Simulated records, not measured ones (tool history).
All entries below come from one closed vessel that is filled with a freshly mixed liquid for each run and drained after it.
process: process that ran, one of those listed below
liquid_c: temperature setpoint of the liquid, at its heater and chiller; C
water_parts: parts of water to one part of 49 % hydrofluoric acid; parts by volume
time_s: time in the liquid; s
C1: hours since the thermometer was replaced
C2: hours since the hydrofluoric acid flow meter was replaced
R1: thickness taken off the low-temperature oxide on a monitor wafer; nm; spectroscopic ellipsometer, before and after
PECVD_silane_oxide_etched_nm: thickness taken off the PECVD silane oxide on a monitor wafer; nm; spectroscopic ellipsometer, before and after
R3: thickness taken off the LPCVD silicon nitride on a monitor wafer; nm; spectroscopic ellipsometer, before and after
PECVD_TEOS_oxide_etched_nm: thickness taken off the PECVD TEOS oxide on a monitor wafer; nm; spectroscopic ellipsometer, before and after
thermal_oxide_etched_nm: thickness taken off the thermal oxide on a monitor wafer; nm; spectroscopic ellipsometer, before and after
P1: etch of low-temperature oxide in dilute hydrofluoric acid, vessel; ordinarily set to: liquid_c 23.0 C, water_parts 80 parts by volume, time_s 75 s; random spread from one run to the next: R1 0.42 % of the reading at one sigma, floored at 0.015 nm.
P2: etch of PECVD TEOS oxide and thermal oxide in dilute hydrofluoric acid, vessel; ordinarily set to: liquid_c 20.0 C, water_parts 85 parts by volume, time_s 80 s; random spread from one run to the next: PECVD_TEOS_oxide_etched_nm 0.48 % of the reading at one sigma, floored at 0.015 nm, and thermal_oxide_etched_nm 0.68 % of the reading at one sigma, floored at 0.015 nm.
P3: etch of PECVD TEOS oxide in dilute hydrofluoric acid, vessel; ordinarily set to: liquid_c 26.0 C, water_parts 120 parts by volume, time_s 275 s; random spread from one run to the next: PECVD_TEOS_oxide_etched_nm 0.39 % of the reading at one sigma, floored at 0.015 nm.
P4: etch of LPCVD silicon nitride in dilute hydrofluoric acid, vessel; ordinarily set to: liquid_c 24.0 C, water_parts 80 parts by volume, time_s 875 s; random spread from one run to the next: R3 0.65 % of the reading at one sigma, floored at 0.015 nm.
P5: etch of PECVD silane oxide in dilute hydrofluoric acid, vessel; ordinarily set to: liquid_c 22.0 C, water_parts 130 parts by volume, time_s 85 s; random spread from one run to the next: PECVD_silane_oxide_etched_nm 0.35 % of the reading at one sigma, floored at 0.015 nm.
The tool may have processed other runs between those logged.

Run 1, hour 16.5: process P1, liquid_c 23.0 C, water_parts 80 parts by volume, time_s 75 s; C1 1284.0; C2 706.5. Result: R1 32.003 nm.
Run 2, hour 24.6: process P5, liquid_c 22.0 C, water_parts 70 parts by volume, time_s 85 s; C1 1292.1; C2 714.6. Result: PECVD_silane_oxide_etched_nm 56.2900 nm.
Run 3, hour 40.1: process P1, liquid_c 19.0 C, water_parts 80 parts by volume, time_s 75 s; C1 1307.6; C2 730.1. Result: R1 27.374 nm.
Run 4, hour 57.9: process P1, liquid_c 23.0 C, water_parts 80 parts by volume, time_s 125 s; C1 1325.4; C2 747.9. Result: R1 53.734 nm.
Run 5, hour 69.1: process P4, liquid_c 17.0 C, water_parts 80 parts by volume, time_s 875 s; C1 1336.6; C2 759.1. Result: R3 2.8872 nm.
At hour 72.1: hydrofluoric acid flow meter replaced.
Run 6, hour 78.5: process P1, liquid_c 30.0 C, water_parts 80 parts by volume, time_s 75 s; C1 1346.0; C2 6.4. Result: R1 42.448 nm.
Run 7, hour 94.2: process P2, liquid_c 17.0 C, water_parts 85 parts by volume, time_s 80 s; C1 1361.7; C2 22.1. Result: PECVD_TEOS_oxide_etched_nm 9.7240 nm, thermal_oxide_etched_nm 3.4138 nm.
Run 8, hour 106.5: process P5, liquid_c 22.0 C, water_parts 130 parts by volume, time_s 30 s; C1 1374.0; C2 34.4. Result: PECVD_silane_oxide_etched_nm 9.9757 nm.
Run 9, hour 121.4: process P2, liquid_c 20.0 C, water_parts 85 parts by volume, time_s 30 s; C1 1388.9; C2 49.3. Result: PECVD_TEOS_oxide_etched_nm 4.1393 nm, thermal_oxide_etched_nm 1.4441 nm.
Run 10, hour 129.4: process P1, liquid_c 19.5 C, water_parts 80 parts by volume, time_s 45 s; C1 1396.9; C2 57.3. Result: R1 16.803 nm.
Run 11, hour 139.9: process P3, liquid_c 26.0 C, water_parts 120 parts by volume, time_s 515 s; C1 1407.4; C2 67.8. Result: PECVD_TEOS_oxide_etched_nm 67.4330 nm.
Run 12, hour 155.7: process P5, liquid_c 22.0 C, water_parts 130 parts by volume, time_s 85 s; C1 1423.2; C2 83.6. Result: PECVD_silane_oxide_etched_nm 28.1740 nm.
Run 13, hour 165.2: process P4, liquid_c 24.0 C, water_parts 40 parts by volume, time_s 875 s; C1 1432.7; C2 93.1. Result: R3 9.1006 nm.
Run 14, hour 178.3: process P5, liquid_c 27.5 C, water_parts 130 parts by volume, time_s 85 s; C1 1445.8; C2 106.2. Result: PECVD_silane_oxide_etched_nm 34.8430 nm.
Run 15, hour 192.6: process P1, liquid_c 23.0 C, water_parts 80 parts by volume, time_s 75 s; C1 1460.1; C2 120.5. Result: R1 32.151 nm.
Run 16, hour 209.4: process P1, liquid_c 23.0 C, water_parts 80 parts by volume, time_s 75 s; C1 1476.9; C2 137.3. Result: R1 32.117 nm.
Run 17, hour 218.0: process P5, liquid_c 22.0 C, water_parts 130 parts by volume, time_s 85 s; C1 1485.5; C2 145.9. Result: PECVD_silane_oxide_etched_nm 28.1620 nm.
Run 18, hour 226.1: process P1, liquid_c 23.0 C, water_parts 80 parts by volume, time_s 30 s; C1 1493.6; C2 154.0. Result: R1 12.829 nm.
Run 19, hour 239.8: process P3, liquid_c 26.0 C, water_parts 120 parts by volume, time_s 275 s; C1 1507.3; C2 167.7. Result: PECVD_TEOS_oxide_etched_nm 36.2180 nm.
Run 20, hour 258.3: process P1, liquid_c 23.0 C, water_parts 110 parts by volume, time_s 75 s; C1 1525.8; C2 186.2. Result: R1 22.439 nm.
Run 21, hour 272.8: process P2, liquid_c 20.0 C, water_parts 85 parts by volume, time_s 80 s; C1 1540.3; C2 200.7. Result: PECVD_TEOS_oxide_etched_nm 11.0460 nm, thermal_oxide_etched_nm 3.8933 nm.
Run 22, hour 286.0: process P1, liquid_c 23.0 C, water_parts 80 parts by volume, time_s 75 s; C1 1553.5; C2 213.9. Result: R1 32.267 nm.
Run 23, hour 298.4: process P1, liquid_c 23.0 C, water_parts 80 parts by volume, time_s 75 s; C1 1565.9; C2 226.3. Result: R1 32.154 nm.
Run 24, hour 314.6: process P4, liquid_c 24.0 C, water_parts 80 parts by volume, time_s 1620 s; C1 1582.1; C2 242.5. Result: R3 8.5470 nm.
At hour 314.9: thermometer replaced.
Run 25, hour 332.1: process P1, liquid_c 17.5 C, water_parts 80 parts by volume, time_s 120 s; C1 17.2; C2 260.0. Result: R1 41.192 nm.
Run 26, hour 342.1: process P4, liquid_c 24.0 C, water_parts 80 parts by volume, time_s 875 s; C1 27.2; C2 270.0. Result: R3 4.7017 nm.
Run 27, hour 354.5: process P3, liquid_c 18.0 C, water_parts 120 parts by volume, time_s 275 s; C1 39.6; C2 282.4. Result: PECVD_TEOS_oxide_etched_nm 26.3980 nm.
Run 28, hour 366.1: process P4, liquid_c 24.0 C, water_parts 80 parts by volume, time_s 875 s; C1 51.2; C2 294.0. Result: R3 4.7043 nm.
Run 29, hour 380.9: process P2, liquid_c 20.0 C, water_parts 140 parts by volume, time_s 80 s; C1 66.0; C2 308.8. Result: PECVD_TEOS_oxide_etched_nm 6.3690 nm, thermal_oxide_etched_nm 2.2066 nm.
Run 30, hour 396.3: process P3, liquid_c 26.0 C, water_parts 210 parts by volume, time_s 275 s; C1 81.4; C2 324.2. Result: PECVD_TEOS_oxide_etched_nm 18.5460 nm.
Run 31, hour 406.3: process P1, liquid_c 23.0 C, water_parts 20 parts by volume, time_s 75 s; C1 91.4; C2 334.2. Result: R1 139.640 nm.
Run 32, hour 422.8: process P1, liquid_c 23.0 C, water_parts 80 parts by volume, time_s 75 s; C1 107.9; C2 350.7. Result: R1 32.079 nm.
Run 33, hour 439.4: process P1, liquid_c 23.0 C, water_parts 80 parts by volume, time_s 75 s; C1 124.5; C2 367.3. Result: R1 33.931 nm.
Run 34, hour 451.1: process P1, liquid_c 23.0 C, water_parts 80 parts by volume, time_s 75 s; C1 136.2; C2 379.0. Result: R1 34.283 nm.
Run 35, hour 466.4: process P1, liquid_c 23.0 C, water_parts 80 parts by volume, time_s 75 s; C1 151.5; C2 394.3. Result: R1 34.963 nm.
Run 36, hour 475.6: process P1, liquid_c 23.0 C, water_parts 80 parts by volume, time_s 75 s; C1 160.7; C2 403.5. Result: R1 34.788 nm.
Run 37, hour 492.9: process P1, liquid_c 23.0 C, water_parts 80 parts by volume, time_s 75 s; C1 178.0; C2 420.8. Result: R1 35.370 nm.
Run 38, hour 510.9: process P1, liquid_c 23.0 C, water_parts 80 parts by volume, time_s 75 s; C1 196.0; C2 438.8. Result: R1 35.038 nm.

P1 has crept away from where it was. The log is fitted equally well by each of these 2 causes, at the sizes shown:
A: liquid hotter than its thermometer reads (K) = 2.16
B: hydrofluoric acid flow above the setpoint (%) = 8.23
Onset of the creep was near hour 422.8.

The check runs listed below each take one wafer, and their results are still question marks. Under which run would the listed causes lead to clearly different results?
Run check 1, hour 528.9: process P3, liquid_c 18.5 C, water_parts 120 parts by volume, time_s 455 s. Result: PECVD_TEOS_oxide_etched_nm ?.
Run check 2, hour 528.9: process P4, liquid_c 24.0 C, water_parts 40 parts by volume, time_s 1510 s. Result: R3 ?.
Run check 3, hour 528.9: process P5, liquid_c 22.0 C, water_parts 90 parts by volume, time_s 30 s. Result: PECVD_silane_oxide_etched_nm ?.
Run check 4, hour 528.9: process P2, liquid_c 20.0 C, water_parts 120 parts by volume, time_s 30 s. Result: PECVD_TEOS_oxide_etched_nm ?, thermal_oxide_etched_nm ?.

What each check would give under each cause:
  check                        result     if A     if B
check 1    PECVD_TEOS_oxide_etched_nm  48.5710  48.6100
check 2                            R3  18.4180  17.2020
check 3  PECVD_silane_oxide_etched_nm  16.3980  16.4030
check 4    PECVD_TEOS_oxide_etched_nm   3.0861   3.0935
check 4       thermal_oxide_etched_nm   1.0710   1.0735
How far apart the two closest causes lie, in the result that separates them most: check 1 0.08 %; check 2 6.83 %; check 3 0.03 %; check 4 0.24 %
Check 2 distinguishes between the causes, while the remaining checks would return nearly the same result for all of them.

With check 2 done, the readings were: R3 17.2690 nm. Identify which of the listed causes applies.

B is the cause: hydrofluoric acid flow above the setpoint (%).
